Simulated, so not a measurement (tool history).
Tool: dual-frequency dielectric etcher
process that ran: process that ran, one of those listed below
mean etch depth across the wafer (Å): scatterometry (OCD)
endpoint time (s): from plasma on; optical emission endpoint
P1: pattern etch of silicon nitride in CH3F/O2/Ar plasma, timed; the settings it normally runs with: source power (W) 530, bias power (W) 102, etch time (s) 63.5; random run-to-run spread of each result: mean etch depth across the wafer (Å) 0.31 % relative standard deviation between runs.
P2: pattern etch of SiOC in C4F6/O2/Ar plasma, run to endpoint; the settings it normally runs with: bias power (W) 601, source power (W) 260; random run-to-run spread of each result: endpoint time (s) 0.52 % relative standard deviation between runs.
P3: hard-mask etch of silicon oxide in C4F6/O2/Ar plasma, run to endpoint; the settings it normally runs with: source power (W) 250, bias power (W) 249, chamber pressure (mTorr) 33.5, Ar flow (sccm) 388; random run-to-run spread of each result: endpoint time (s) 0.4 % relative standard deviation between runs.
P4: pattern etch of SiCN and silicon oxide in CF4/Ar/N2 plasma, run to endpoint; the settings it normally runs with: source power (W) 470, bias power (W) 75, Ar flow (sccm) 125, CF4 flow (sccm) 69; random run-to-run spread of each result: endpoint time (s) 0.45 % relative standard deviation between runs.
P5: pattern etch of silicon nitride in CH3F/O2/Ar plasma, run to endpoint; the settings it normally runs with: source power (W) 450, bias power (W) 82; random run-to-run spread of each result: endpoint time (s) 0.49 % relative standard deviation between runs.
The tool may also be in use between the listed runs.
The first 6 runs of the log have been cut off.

run	hour	process that ran	source power (W)	bias power (W)	etch time (s)	Ar flow (sccm)	CF4 flow (sccm)	chamber pressure (mTorr)	hours since the last wet clean	hours since the last source power generator calibration	hours since the last bias power generator calibration	mean etch depth across the wafer (Å)	endpoint time (s)
7	41.3	P1	700	102	81				217.1	2067	589.8	791.45	
8	48.4	P5	450	82					224.2	2074.1	596.9		61.085
9	54.9	P4	320	75		125	69		230.7	2080.6	603.4		19.158
10	59.5	P3	250	249		388		48	235.3	2085.2	608		83.302
11	64.8	P2	260	601					240.6	2090.5	613.3		15.655
12	70.7	P4	470	105		125	69		246.5	2096.4	619.2		12.244
13	76.3	P1	350	102	63.5				252.1	2102	624.8	480.36	
14	82	P1	430	125	63.5				257.8	2107.7	630.5	556.26	
15	88.7	P4	470	75		158	69		264.5	2114.4	637.2		14.437
16	94.3	P1	530	102	63.5				270.1	2120	642.8	559.2	
17	99.1	P3	250	249		388		33.5	274.9	2124.8	647.6		79.97
18	104.7	P2	320	601					280.5	2130.4	653.2		14.359
19	112.3	P1	530	139	63.5				288.1	2138	660.8	629.39	
20	116.1	P1	530	102	35				291.9	2141.8	664.6	308.06	
21	123.6	P1	530	102	63.5				299.4	2149.3	672.1	559.43	
22	128.7	P1	530	102	63.5				304.5	2154.4	677.2	558.29	
23	135.3	P1	530	102	63.5				311.1	2161	683.8	560.45	

Expected results for the next run?
24	141.1	P1	530	102	92.5				316.9	2166.8	689.6	?	

{"run 24": {"mean etch depth across the wafer (Å)": 816.32}}

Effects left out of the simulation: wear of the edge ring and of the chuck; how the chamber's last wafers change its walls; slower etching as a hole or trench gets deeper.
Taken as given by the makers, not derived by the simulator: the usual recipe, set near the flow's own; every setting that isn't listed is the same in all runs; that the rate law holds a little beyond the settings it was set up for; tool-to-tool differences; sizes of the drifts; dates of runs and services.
